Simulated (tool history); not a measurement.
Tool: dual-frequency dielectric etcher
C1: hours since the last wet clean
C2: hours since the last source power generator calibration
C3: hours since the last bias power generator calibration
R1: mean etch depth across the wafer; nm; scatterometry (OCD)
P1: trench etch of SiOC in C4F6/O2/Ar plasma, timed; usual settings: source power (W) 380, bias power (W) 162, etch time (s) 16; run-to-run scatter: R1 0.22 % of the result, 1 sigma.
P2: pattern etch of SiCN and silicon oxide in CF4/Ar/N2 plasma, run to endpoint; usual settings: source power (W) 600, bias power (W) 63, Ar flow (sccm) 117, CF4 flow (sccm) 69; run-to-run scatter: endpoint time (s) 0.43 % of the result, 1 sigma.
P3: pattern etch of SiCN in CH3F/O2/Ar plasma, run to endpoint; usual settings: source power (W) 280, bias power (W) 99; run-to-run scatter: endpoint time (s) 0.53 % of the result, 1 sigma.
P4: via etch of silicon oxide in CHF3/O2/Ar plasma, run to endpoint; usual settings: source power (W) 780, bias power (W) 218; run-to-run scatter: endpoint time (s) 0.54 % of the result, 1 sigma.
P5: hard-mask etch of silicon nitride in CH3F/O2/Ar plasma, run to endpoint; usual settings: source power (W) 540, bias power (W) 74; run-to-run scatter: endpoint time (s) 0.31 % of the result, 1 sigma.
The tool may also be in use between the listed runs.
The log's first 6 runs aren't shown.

{"run": 7, "hour": 73.6, "process that ran": "P5", "source power (W)": 540, "bias power (W)": 74, "C1": 356.2, "C2": 1655.5, "C3": 2143.4, "endpoint time (s)": 59.458}
{"run": 8, "hour": 87.0, "process that ran": "P5", "source power (W)": 540, "bias power (W)": 98, "C1": 369.6, "C2": 1668.9, "C3": 2156.8, "endpoint time (s)": 53.6}
{"run": 9, "hour": 98.4, "process that ran": "P1", "source power (W)": 380, "bias power (W)": 162, "etch time (s)": 23, "C1": 381.0, "C2": 1680.3, "C3": 2168.2, "R1": 46.654}
{"run": 10, "hour": 113.6, "process that ran": "P1", "source power (W)": 300, "bias power (W)": 215, "etch time (s)": 16, "C1": 396.2, "C2": 1695.5, "C3": 2183.4, "R1": 32.46}
{"run": 11, "hour": 127.8, "process that ran": "P3", "source power (W)": 200, "bias power (W)": 99, "C1": 410.4, "C2": 1709.7, "C3": 2197.6, "endpoint time (s)": 21.693}
{"run": 12, "hour": 137.3, "process that ran": "P1", "source power (W)": 380, "bias power (W)": 123, "etch time (s)": 16, "C1": 419.9, "C2": 1719.2, "C3": 2207.1, "R1": 29.823}
{"run": 13, "hour": 144.8, "process that ran": "P1", "source power (W)": 380, "bias power (W)": 206, "etch time (s)": 12, "C1": 427.4, "C2": 1726.7, "C3": 2214.6, "R1": 26.276}
{"run": 14, "hour": 153.3, "process that ran": "P1", "source power (W)": 290, "bias power (W)": 126, "etch time (s)": 16, "C1": 435.9, "C2": 1735.2, "C3": 2223.1, "R1": 27.093}
{"run": 15, "hour": 163.2, "process that ran": "P1", "source power (W)": 380, "bias power (W)": 162, "etch time (s)": 16, "C1": 445.8, "C2": 1745.1, "C3": 2233.0, "R1": 32.511}
{"run": 16, "hour": 170.6, "process that ran": "P1", "source power (W)": 380, "bias power (W)": 162, "etch time (s)": 16, "C1": 453.2, "C2": 1752.5, "C3": 2240.4, "R1": 32.485}
{"run": 17, "hour": 177.7, "process that ran": "P1", "source power (W)": 380, "bias power (W)": 162, "etch time (s)": 16, "C1": 460.3, "C2": 1759.6, "C3": 2247.5, "R1": 32.585}
{"run": 18, "hour": 185.9, "process that ran": "P2", "source power (W)": 440, "bias power (W)": 63, "Ar flow (sccm)": 117, "CF4 flow (sccm)": 69, "C1": 468.5, "C2": 1767.8, "C3": 2255.7, "endpoint time (s)": 18.536}
{"run": 19, "hour": 195.5, "process that ran": "P2", "source power (W)": 600, "bias power (W)": 63, "Ar flow (sccm)": 117, "CF4 flow (sccm)": 97, "C1": 478.1, "C2": 1777.4, "C3": 2265.3, "endpoint time (s)": 13.315}
{"run": 20, "hour": 210.2, "process that ran": "P1", "source power (W)": 380, "bias power (W)": 162, "etch time (s)": 16, "C1": 492.8, "C2": 1792.1, "C3": 2280.0, "R1": 32.43}
{"hour": 219.4, "done": "bias power generator calibrated"}
{"run": 21, "hour": 219.9, "process that ran": "P4", "source power (W)": 1070, "bias power (W)": 218, "C1": 502.5, "C2": 1801.8, "C3": 0.6, "endpoint time (s)": 156.57}
{"run": 22, "hour": 229.4, "process that ran": "P1", "source power (W)": 380, "bias power (W)": 162, "etch time (s)": 16, "C1": 512.0, "C2": 1811.3, "C3": 10.1, "R1": 32.388}
{"run": 23, "hour": 243.7, "process that ran": "P3", "source power (W)": 280, "bias power (W)": 70, "C1": 526.3, "C2": 1825.6, "C3": 24.4, "endpoint time (s)": 21.643}

Forecast run 24:
{"run": 24, "hour": 252.9, "process that ran": "P1", "source power (W)": 290, "bias power (W)": 162, "etch time (s)": 16, "C1": 535.5, "C2": 1834.8, "C3": 33.6, "R1": "?"}

{"run 24": {"R1": 29.184}}

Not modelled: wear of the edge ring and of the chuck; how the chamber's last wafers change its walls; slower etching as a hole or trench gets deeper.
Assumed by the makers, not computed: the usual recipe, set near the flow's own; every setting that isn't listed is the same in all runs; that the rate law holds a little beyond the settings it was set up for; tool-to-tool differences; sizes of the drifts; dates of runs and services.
